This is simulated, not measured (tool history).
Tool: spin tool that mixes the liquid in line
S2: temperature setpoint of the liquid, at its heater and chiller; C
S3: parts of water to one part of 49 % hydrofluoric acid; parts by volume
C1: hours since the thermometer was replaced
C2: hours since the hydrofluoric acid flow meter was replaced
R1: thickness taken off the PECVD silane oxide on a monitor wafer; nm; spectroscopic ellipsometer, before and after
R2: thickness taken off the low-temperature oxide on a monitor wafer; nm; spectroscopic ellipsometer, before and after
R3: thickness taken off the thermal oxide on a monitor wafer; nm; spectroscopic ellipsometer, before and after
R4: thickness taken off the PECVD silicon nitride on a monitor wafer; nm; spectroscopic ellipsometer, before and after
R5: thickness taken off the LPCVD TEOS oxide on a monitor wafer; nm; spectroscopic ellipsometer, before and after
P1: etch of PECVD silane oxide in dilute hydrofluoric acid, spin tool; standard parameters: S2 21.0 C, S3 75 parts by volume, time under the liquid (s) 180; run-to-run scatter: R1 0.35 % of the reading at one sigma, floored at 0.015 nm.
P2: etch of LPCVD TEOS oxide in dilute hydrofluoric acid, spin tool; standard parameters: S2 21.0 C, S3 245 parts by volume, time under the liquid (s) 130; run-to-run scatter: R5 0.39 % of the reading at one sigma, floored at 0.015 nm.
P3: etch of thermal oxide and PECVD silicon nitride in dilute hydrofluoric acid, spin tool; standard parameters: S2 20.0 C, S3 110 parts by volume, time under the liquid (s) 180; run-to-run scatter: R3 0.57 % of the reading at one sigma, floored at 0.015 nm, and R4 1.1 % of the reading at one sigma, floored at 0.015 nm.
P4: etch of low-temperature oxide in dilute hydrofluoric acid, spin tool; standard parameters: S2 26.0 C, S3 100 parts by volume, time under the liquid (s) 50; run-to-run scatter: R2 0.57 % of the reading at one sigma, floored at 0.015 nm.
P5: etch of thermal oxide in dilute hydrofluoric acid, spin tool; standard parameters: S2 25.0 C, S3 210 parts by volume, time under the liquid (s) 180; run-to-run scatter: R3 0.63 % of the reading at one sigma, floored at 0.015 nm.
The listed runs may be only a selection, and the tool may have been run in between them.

Run 1, hour 9.8: process that ran P1, S2 21.0 C, S3 75 parts by volume, time under the liquid (s) 180; C1 546.6; C2 279.5. Result: R1 32.852 nm.
Run 2, hour 18.8: process that ran P4, S2 26.0 C, S3 100 parts by volume, time under the liquid (s) 100; C1 555.6; C2 288.5. Result: R2 16.5600 nm.
Run 3, hour 28.2: process that ran P1, S2 21.0 C, S3 75 parts by volume, time under the liquid (s) 180; C1 565.0; C2 297.9. Result: R1 32.647 nm.
Run 4, hour 37.7: process that ran P3, S2 25.5 C, S3 110 parts by volume, time under the liquid (s) 180; C1 574.5; C2 307.4. Result: R3 8.2683 nm, R4 3.40210 nm.
Run 5, hour 44.5: process that ran P4, S2 26.0 C, S3 45 parts by volume, time under the liquid (s) 50; C1 581.3; C2 314.2. Result: R2 19.5290 nm.
Run 6, hour 54.2: process that ran P3, S2 20.0 C, S3 40 parts by volume, time under the liquid (s) 180; C1 591.0; C2 323.9. Result: R3 19.8330 nm, R4 6.38190 nm.
Run 7, hour 62.2: process that ran P1, S2 21.0 C, S3 75 parts by volume, time under the liquid (s) 180; C1 599.0; C2 331.9. Result: R1 32.759 nm.
Run 8, hour 71.0: process that ran P2, S2 21.0 C, S3 80 parts by volume, time under the liquid (s) 130; C1 607.8; C2 340.7. Result: R5 51.6640 nm.
Run 9, hour 77.3: process that ran P1, S2 21.0 C, S3 30 parts by volume, time under the liquid (s) 180; C1 614.1; C2 347.0. Result: R1 86.789 nm.
Run 10, hour 85.5: process that ran P5, S2 25.0 C, S3 210 parts by volume, time under the liquid (s) 340; C1 622.3; C2 355.2. Result: R3 6.8953 nm.
Run 11, hour 93.6: process that ran P1, S2 21.0 C, S3 75 parts by volume, time under the liquid (s) 295; C1 630.4; C2 363.3. Result: R1 53.451 nm.
Run 12, hour 103.0: process that ran P4, S2 26.0 C, S3 100 parts by volume, time under the liquid (s) 50; C1 639.8; C2 372.7. Result: R2 8.3184 nm.
Run 13, hour 110.5: process that ran P2, S2 21.0 C, S3 245 parts by volume, time under the liquid (s) 15; C1 647.3; C2 380.2. Result: R5 1.6554 nm.
At hour 115.6: thermometer replaced.
Run 14, hour 118.3: process that ran P5, S2 25.0 C, S3 40 parts by volume, time under the liquid (s) 180; C1 2.7; C2 388.0. Result: R3 23.3570 nm.
Run 15, hour 125.1: process that ran P1, S2 27.0 C, S3 75 parts by volume, time under the liquid (s) 180; C1 9.5; C2 394.8. Result: R1 41.759 nm.
Run 16, hour 130.6: process that ran P1, S2 24.5 C, S3 20 parts by volume, time under the liquid (s) 180; C1 15.0; C2 400.3. Result: R1 152.720 nm.
Run 17, hour 135.1: process that ran P5, S2 25.0 C, S3 210 parts by volume, time under the liquid (s) 180; C1 19.5; C2 404.8. Result: R3 3.6105 nm.
Run 18, hour 141.9: process that ran P5, S2 28.5 C, S3 210 parts by volume, time under the liquid (s) 180; C1 26.3; C2 411.6. Result: R3 4.1221 nm.
Run 19, hour 147.8: process that ran P3, S2 20.0 C, S3 110 parts by volume, time under the liquid (s) 180; C1 32.2; C2 417.5. Result: R3 6.6437 nm, R4 2.38090 nm.
Run 20, hour 155.9: process that ran P1, S2 21.0 C, S3 75 parts by volume, time under the liquid (s) 180; C1 40.3; C2 425.6. Result: R1 32.658 nm.
Run 21, hour 160.4: process that ran P1, S2 21.0 C, S3 120 parts by volume, time under the liquid (s) 180; C1 44.8; C2 430.1. Result: R1 19.436 nm.
Run 22, hour 169.4: process that ran P3, S2 20.0 C, S3 110 parts by volume, time under the liquid (s) 30; C1 53.8; C2 439.1. Result: R3 1.1084 nm, R4 0.41047 nm.
Run 23, hour 176.8: process that ran P1, S2 17.0 C, S3 75 parts by volume, time under the liquid (s) 180; C1 61.2; C2 446.5. Result: R1 27.640 nm.
Run 24, hour 185.3: process that ran P2, S2 17.0 C, S3 245 parts by volume, time under the liquid (s) 130; C1 69.7; C2 455.0. Result: R5 12.2390 nm.
Run 25, hour 193.3: process that ran P1, S2 21.0 C, S3 75 parts by volume, time under the liquid (s) 180; C1 77.7; C2 463.0. Result: R1 32.787 nm.
Run 26, hour 199.9: process that ran P1, S2 21.0 C, S3 75 parts by volume, time under the liquid (s) 40; C1 84.3; C2 469.6. Result: R1 7.309 nm.
Run 27, hour 206.5: process that ran P2, S2 21.0 C, S3 245 parts by volume, time under the liquid (s) 130; C1 90.9; C2 476.2. Result: R5 14.2630 nm.
Run 28, hour 216.4: process that ran P4, S2 29.5 C, S3 100 parts by volume, time under the liquid (s) 50; C1 100.8; C2 486.1. Result: R2 9.5176 nm.
Run 29, hour 221.7: process that ran P1, S2 21.0 C, S3 105 parts by volume, time under the liquid (s) 350; C1 106.1; C2 491.4. Result: R1 44.080 nm.
Run 30, hour 228.9: process that ran P1, S2 21.0 C, S3 75 parts by volume, time under the liquid (s) 180; C1 113.3; C2 498.6. Result: R1 32.686 nm.
Run 31, hour 236.5: process that ran P1, S2 21.0 C, S3 75 parts by volume, time under the liquid (s) 180; C1 120.9; C2 506.2. Result: R1 31.697 nm.
Run 32, hour 241.3: process that ran P1, S2 21.0 C, S3 75 parts by volume, time under the liquid (s) 180; C1 125.7; C2 511.0. Result: R1 31.260 nm.
Run 33, hour 251.1: process that ran P1, S2 21.0 C, S3 75 parts by volume, time under the liquid (s) 180; C1 135.5; C2 520.8. Result: R1 30.930 nm.
Run 34, hour 255.6: process that ran P1, S2 21.0 C, S3 75 parts by volume, time under the liquid (s) 180; C1 140.0; C2 525.3. Result: R1 30.993 nm.
Run 35, hour 260.9: process that ran P1, S2 21.0 C, S3 75 parts by volume, time under the liquid (s) 180; C1 145.3; C2 530.6. Result: R1 30.829 nm.
Run 36, hour 269.6: process that ran P1, S2 21.0 C, S3 75 parts by volume, time under the liquid (s) 180; C1 154.0; C2 539.3. Result: R1 30.830 nm.
Run 37, hour 278.5: process that ran P1, S2 21.0 C, S3 75 parts by volume, time under the liquid (s) 180; C1 162.9; C2 548.2. Result: R1 30.714 nm.

The log shows P1 creeping away from where it was. Any of the 2 causes listed here, at the size stated for it, fits the log just as well as the others:
A: hydrofluoric acid flow below the setpoint (%) = 6.13
B: liquid colder than its thermometer reads (K) = 1.66
The creep began at about hour 228.9.

The 4 check runs listed below each average the results of 3 wafers, and their outcomes are marked with question marks. Under which run would the listed causes produce clearly different results?
Run check 1, hour 287.4: process that ran P3, S2 24.0 C, S3 40 parts by volume, time under the liquid (s) 180. Result: R3 ?, R4 ?.
Run check 2, hour 287.4: process that ran P2, S2 21.0 C, S3 85 parts by volume, time under the liquid (s) 20. Result: R5 ?.
Run check 3, hour 287.4: process that ran P4, S2 26.0 C, S3 50 parts by volume, time under the liquid (s) 85. Result: R2 ?.
Run check 4, hour 287.4: process that ran P5, S2 25.0 C, S3 45 parts by volume, time under the liquid (s) 245. Result: R3 ?.

What every check run would give for each of its results, assuming each possible cause in turn:
  check  result     if A     if B
check 1      R3  21.9550  21.8980
check 1      R4  7.84270  7.44850
check 2      R5   6.9865   6.9933
check 3      R2  28.1140  28.1200
check 4      R3  26.1650  26.1340
Distance between the nearest two causes, measured in the result of the check that separates them most: check 1 5.16 %; check 2 0.1 %; check 3 0.02 %; check 4 0.12 %
Check 1 distinguishes between the causes, while the remaining checks would return nearly the same result for all of them.

With check 1 done, the readings were: R3 21.9980 nm; R4 7.80280 nm. Identify which of the listed causes applies.

It is A: hydrofluoric acid flow below the setpoint (%).
